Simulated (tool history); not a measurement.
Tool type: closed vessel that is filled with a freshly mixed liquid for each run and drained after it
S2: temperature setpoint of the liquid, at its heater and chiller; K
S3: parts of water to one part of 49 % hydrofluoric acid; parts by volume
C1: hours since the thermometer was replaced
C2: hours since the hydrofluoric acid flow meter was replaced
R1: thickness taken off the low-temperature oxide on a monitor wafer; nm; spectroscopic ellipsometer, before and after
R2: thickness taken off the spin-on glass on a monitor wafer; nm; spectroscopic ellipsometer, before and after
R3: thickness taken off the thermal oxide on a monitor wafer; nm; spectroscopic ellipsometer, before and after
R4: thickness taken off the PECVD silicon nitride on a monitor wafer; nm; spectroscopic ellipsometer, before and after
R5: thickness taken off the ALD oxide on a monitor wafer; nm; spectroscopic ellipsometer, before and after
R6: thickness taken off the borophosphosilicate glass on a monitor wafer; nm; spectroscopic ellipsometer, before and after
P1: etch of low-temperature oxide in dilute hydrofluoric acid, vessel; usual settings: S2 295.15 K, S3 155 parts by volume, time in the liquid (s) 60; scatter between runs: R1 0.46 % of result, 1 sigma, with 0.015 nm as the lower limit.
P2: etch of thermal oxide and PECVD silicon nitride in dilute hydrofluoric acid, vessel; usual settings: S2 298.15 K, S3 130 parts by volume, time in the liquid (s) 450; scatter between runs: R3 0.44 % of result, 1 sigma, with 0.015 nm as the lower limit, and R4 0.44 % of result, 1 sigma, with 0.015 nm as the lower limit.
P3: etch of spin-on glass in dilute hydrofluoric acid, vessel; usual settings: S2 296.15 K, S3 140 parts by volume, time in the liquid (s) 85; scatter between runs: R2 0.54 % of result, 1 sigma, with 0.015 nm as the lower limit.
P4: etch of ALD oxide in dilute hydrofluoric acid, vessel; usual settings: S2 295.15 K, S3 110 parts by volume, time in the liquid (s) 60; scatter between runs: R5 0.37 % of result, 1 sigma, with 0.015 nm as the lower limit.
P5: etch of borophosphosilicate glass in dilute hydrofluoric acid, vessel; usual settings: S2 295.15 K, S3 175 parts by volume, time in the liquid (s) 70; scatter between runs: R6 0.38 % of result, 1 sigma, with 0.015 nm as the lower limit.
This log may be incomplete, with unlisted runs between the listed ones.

Run 1, hour 16.3: process that ran P1, S2 295.15 K, S3 155 parts by volume, time in the liquid (s) 60; C1 703; C2 269.3. Result: R1 5.4409 nm.
Run 2, hour 27.6: process that ran P3, S2 290.15 K, S3 140 parts by volume, time in the liquid (s) 85; C1 714.3; C2 280.6. Result: R2 12.674 nm.
Run 3, hour 42.2: process that ran P2, S2 302.15 K, S3 130 parts by volume, time in the liquid (s) 450; C1 728.9; C2 295.2. Result: R3 17.901 nm, R4 13.355 nm.
Run 4, hour 56.2: process that ran P4, S2 290.15 K, S3 110 parts by volume, time in the liquid (s) 60; C1 742.9; C2 309.2. Result: R5 13.491 nm.
Run 5, hour 65.6: process that ran P3, S2 296.15 K, S3 210 parts by volume, time in the liquid (s) 85; C1 752.3; C2 318.6. Result: R2 9.8062 nm.
Run 6, hour 76.6: process that ran P5, S2 295.15 K, S3 175 parts by volume, time in the liquid (s) 70; C1 763.3; C2 329.6. Result: R6 12.859 nm.
Run 7, hour 84: process that ran P1, S2 295.15 K, S3 85 parts by volume, time in the liquid (s) 60; C1 770.7; C2 337. Result: R1 10.73 nm.
Run 8, hour 92.2: process that ran P5, S2 295.15 K, S3 175 parts by volume, time in the liquid (s) 70; C1 778.9; C2 345.2. Result: R6 12.883 nm.
Run 9, hour 106.3: process that ran P1, S2 295.15 K, S3 155 parts by volume, time in the liquid (s) 60; C1 793; C2 359.3. Result: R1 5.3775 nm.
Run 10, hour 122.2: process that ran P1, S2 295.15 K, S3 155 parts by volume, time in the liquid (s) 60; C1 808.9; C2 375.2. Result: R1 5.451 nm.
Run 11, hour 134.1: process that ran P1, S2 295.15 K, S3 155 parts by volume, time in the liquid (s) 30; C1 820.8; C2 387.1. Result: R1 2.7136 nm.
Run 12, hour 144.8: process that ran P1, S2 295.15 K, S3 155 parts by volume, time in the liquid (s) 60; C1 831.5; C2 397.8. Result: R1 5.4012 nm.
Run 13, hour 156.1: process that ran P4, S2 295.15 K, S3 200 parts by volume, time in the liquid (s) 60; C1 842.8; C2 409.1. Result: R5 8.2683 nm.
At hour 165.8: hydrofluoric acid flow meter replaced.
Run 14, hour 169.5: process that ran P1, S2 295.15 K, S3 245 parts by volume, time in the liquid (s) 40; C1 856.2; C2 3.8. Result: R1 2.0846 nm.
Run 15, hour 183.6: process that ran P3, S2 296.15 K, S3 140 parts by volume, time in the liquid (s) 85; C1 870.3; C2 17.9. Result: R2 16.083 nm.
Run 16, hour 194.7: process that ran P1, S2 295.15 K, S3 155 parts by volume, time in the liquid (s) 85; C1 881.4; C2 29. Result: R1 7.6727 nm.
Run 17, hour 211: process that ran P4, S2 295.15 K, S3 110 parts by volume, time in the liquid (s) 60; C1 897.7; C2 45.3. Result: R5 16.577 nm.
Run 18, hour 223: process that ran P4, S2 295.15 K, S3 110 parts by volume, time in the liquid (s) 30; C1 909.7; C2 57.3. Result: R5 8.2769 nm.
Run 19, hour 237.1: process that ran P2, S2 298.15 K, S3 70 parts by volume, time in the liquid (s) 450; C1 923.8; C2 71.4. Result: R3 30.937 nm, R4 18.831 nm.
Run 20, hour 248.6: process that ran P1, S2 290.15 K, S3 155 parts by volume, time in the liquid (s) 60; C1 935.3; C2 82.9. Result: R1 4.4432 nm.
Run 21, hour 261.9: process that ran P2, S2 298.15 K, S3 130 parts by volume, time in the liquid (s) 220; C1 948.6; C2 96.2. Result: R3 7.5006 nm, R4 5.0422 nm.
Run 22, hour 270: process that ran P5, S2 302.65 K, S3 175 parts by volume, time in the liquid (s) 70; C1 956.7; C2 104.3. Result: R6 16.874 nm.
Run 23, hour 278.3: process that ran P2, S2 298.15 K, S3 130 parts by volume, time in the liquid (s) 450; C1 965; C2 112.6. Result: R3 15.631 nm, R4 10.293 nm.
Run 24, hour 285.9: process that ran P1, S2 295.15 K, S3 235 parts by volume, time in the liquid (s) 60; C1 972.6; C2 120.2. Result: R1 3.3093 nm.
Run 25, hour 301.9: process that ran P5, S2 295.15 K, S3 75 parts by volume, time in the liquid (s) 70; C1 988.6; C2 136.2. Result: R6 33.377 nm.

Expected results for the next run?
Run 26, hour 316.6: process that ran P1, S2 295.15 K, S3 155 parts by volume, time in the liquid (s) 60; C1 1003.3; C2 150.9. Result: R1 ?.

R1: 5.3902 nm

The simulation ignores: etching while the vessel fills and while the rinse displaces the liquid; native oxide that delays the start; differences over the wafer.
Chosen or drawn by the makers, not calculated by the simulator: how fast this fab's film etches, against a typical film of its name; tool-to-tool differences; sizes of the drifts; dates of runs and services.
